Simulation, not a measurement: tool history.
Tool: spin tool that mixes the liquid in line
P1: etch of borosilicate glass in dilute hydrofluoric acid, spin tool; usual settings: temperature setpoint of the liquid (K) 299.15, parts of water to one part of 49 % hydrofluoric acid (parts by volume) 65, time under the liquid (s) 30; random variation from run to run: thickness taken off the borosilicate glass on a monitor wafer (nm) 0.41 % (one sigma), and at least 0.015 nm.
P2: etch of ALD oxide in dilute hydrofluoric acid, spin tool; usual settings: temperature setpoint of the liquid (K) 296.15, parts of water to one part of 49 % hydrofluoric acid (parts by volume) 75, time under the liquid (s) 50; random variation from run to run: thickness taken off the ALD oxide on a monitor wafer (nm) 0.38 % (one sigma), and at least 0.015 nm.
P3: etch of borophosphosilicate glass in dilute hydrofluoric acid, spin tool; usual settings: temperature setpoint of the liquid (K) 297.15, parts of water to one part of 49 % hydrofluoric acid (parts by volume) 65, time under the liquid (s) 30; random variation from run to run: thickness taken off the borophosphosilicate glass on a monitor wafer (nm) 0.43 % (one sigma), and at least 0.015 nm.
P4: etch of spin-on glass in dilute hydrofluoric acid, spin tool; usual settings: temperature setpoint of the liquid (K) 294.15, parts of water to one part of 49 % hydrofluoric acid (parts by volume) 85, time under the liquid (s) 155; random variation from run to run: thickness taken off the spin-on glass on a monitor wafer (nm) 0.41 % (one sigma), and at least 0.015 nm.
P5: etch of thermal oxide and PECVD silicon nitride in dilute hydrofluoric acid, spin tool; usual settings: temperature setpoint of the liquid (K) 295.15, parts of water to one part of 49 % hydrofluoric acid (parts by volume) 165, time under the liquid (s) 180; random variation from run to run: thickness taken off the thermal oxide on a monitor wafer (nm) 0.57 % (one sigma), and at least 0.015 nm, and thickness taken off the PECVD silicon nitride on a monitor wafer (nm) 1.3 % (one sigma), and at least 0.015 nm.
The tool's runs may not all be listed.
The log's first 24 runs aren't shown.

| run | day | process that ran | temperature setpoint of the liquid (K) | parts of water to one part of 49 % hydrofluoric acid (parts by volume) | time under the liquid (s) | thickness taken off the borosilicate glass on a monitor wafer (nm) | thickness taken off the ALD oxide on a monitor wafer (nm) | thickness taken off the spin-on glass on a monitor wafer (nm) | thickness taken off the thermal oxide on a monitor wafer (nm) | thickness taken off the PECVD silicon nitride on a monitor wafer (nm) | thickness taken off the borophosphosilicate glass on a monitor wafer (nm) |
|---|---|---|---|---|---|---|---|---|---|---|---|
| 25 | 10.779 | P3 | 297.15 | 65 | 30 |  |  |  |  |  | 31.024 |
| 26 | 11.346 | P3 | 297.15 | 65 | 50 |  |  |  |  |  | 51.416 |
| 27 | 11.775 | P1 | 299.15 | 65 | 60 | 36.833 |  |  |  |  |  |
| 28 | 12.062 | P4 | 294.15 | 40 | 155 |  |  | 108.25 |  |  |  |
| 29 | 12.425 | P1 | 299.15 | 90 | 50 | 21.572 |  |  |  |  |  |
| 30 | 12.696 | P5 | 295.15 | 45 | 180 |  |  |  | 18.096 | 6.7544 |  |
| 31 | 13.004 | P1 | 293.15 | 65 | 30 | 14.501 |  |  |  |  |  |
| 32 | 13.321 | P1 | 299.15 | 65 | 30 | 18.636 |  |  |  |  |  |
| 33 | 13.8 | P1 | 299.15 | 65 | 30 | 17.897 |  |  |  |  |  |
| 34 | 14.333 | P1 | 299.15 | 65 | 30 | 17.629 |  |  |  |  |  |
| 35 | 14.671 | P1 | 299.15 | 65 | 30 | 17.532 |  |  |  |  |  |
| 36 | 15.233 | P1 | 299.15 | 65 | 30 | 17.298 |  |  |  |  |  |
| 37 | 15.646 | P1 | 299.15 | 65 | 30 | 17.3 |  |  |  |  |  |

The next listed run, before its measurement:
| 38 | 16.05 | P1 | 299.15 | 65 | 30 | ? |  |  |  |  |  |

Run 38 gave thickness taken off the borosilicate glass on a monitor wafer (nm) 17.183.
